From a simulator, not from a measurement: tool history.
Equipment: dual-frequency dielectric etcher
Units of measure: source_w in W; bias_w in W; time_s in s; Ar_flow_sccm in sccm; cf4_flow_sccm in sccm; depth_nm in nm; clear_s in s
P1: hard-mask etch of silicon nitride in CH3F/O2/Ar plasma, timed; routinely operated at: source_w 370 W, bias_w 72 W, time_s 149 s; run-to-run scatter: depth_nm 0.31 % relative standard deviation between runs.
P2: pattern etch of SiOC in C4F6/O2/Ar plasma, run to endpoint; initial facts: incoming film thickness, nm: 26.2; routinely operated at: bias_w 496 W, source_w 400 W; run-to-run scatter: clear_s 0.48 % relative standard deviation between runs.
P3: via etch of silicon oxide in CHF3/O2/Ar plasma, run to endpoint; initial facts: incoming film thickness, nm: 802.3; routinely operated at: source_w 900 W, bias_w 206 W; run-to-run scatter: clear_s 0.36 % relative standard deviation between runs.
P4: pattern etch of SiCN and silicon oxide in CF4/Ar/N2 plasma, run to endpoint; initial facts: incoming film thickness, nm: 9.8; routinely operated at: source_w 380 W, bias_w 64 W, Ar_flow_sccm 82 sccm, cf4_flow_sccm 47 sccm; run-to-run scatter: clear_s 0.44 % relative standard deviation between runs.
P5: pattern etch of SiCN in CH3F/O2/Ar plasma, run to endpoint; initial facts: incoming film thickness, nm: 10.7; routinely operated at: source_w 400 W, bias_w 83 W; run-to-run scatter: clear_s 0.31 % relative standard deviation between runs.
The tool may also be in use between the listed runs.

run	day	process	source_w	bias_w	time_s	Ar_flow_sccm	cf4_flow_sccm	depth_nm	clear_s
1	0.179	P1	370	72	149			98.057	
2	0.554	P2	400	496					8.9605
3	0.796	P1	500	72	149			110.73	
4	1.208	P2	400	623					8.2043
5	1.438	P1	290	72	182			109.47	
6	1.767	P4	380	64		82	60		13.565
7	1.958	P1	370	72	149			98.838	
8	2.138	P5	550	83					24.235
9	2.321	P2	250	496					10.677
10	2.529	P4	220	64		82	47		22.54
11	2.721	P1	470	72	179			128.57	
12	2.942	P5	400	83					27.322
13	3.242	P3	900	206					341.1
14	3.446	P1	370	72	87.5			58.011	
15	3.733	P5	400	100					25.463
16	3.942	P1	370	43	178			98.941	
17	4.3	P1	370	85	149			103.3	
# day 4.533: bias power generator calibrated
18	4.596	P1	370	72	149			98.584	
19	4.929	P1	370	72	149			98.044	
20	5.262	P1	370	53	149			88.717	
21	5.454	P3	1240	206					302.43
22	5.754	P4	380	64		82	47		14.171
23	6.142	P1	370	72	149			98.443	
24	6.458	P4	380	88		82	47		12.628
25	6.742	P4	380	64		50	47		13.016
26	7.079	P1	240	72	149			83.257	
27	7.358	P1	370	72	149			98.045	
28	7.679	P3	900	206					339.37
29	7.938	P4	380	64		82	47		14.066
30	8.275	P1	370	72	220			145.34	
31	8.529	P5	400	83					27.305
32	8.812	P3	900	120					405.83
33	9.071	P1	370	72	149			98.099	
34	9.471	P1	370	72	149			99.4	
35	9.754	P1	370	72	149			99.745	
36	10.083	P1	370	72	149			99.939	
37	10.325	P1	370	72	149			99.785	
# day 10.504: wet clean of the chamber
38	10.517	P1	370	72	149			100.09	
39	10.779	P1	370	72	149			100.22	
40	11.083	P1	370	72	149			100.11	

P1 no longer gives what it gave before; its output has crept away from where it was. The following 2 causes, each at its listed size, fit the log equally well:
A: bias power that arrives over what is set, % = 4.62
B: source power that arrives over what is set, % = 4.23
The onset of the drift is placed at about day 9.071.
The rest of the possible causes, and what rules out each one:
chamber walls in a state that raises the etch rate, %: serviced after onset, at day 10.504, with no recovery of the prior output

The 4 check runs listed below each average the results of 3 wafers, and their outcomes are marked with question marks. Under which run would the listed causes produce clearly different results?
check 1	11.388	P4	380	64		82	47		?
check 2	11.388	P5	400	83					?
check 3	11.388	P3	900	206					?
check 4	11.388	P2	400	496					?

Expected result of each check under each candidate cause:
check	result	if A	if B
check 1	clear_s	13.816	13.531
check 2	clear_s	26.839	26.867
check 3	clear_s	334.86	334.65
check 4	clear_s	8.7869	8.801
Gap, in per cent, between the two causes that each check separates least, read from the result that separates them most: check 1 2.09 %; check 2 0.11 %; check 3 0.06 %; check 4 0.16 %
The causes can be told apart only by check 1. The other checks would give nearly the same results under each of them.

Check 1 has now been run. It gave: clear_s 13.577 s. Which of the candidate causes is it?

It is B: source power that arrives over what is set, %.
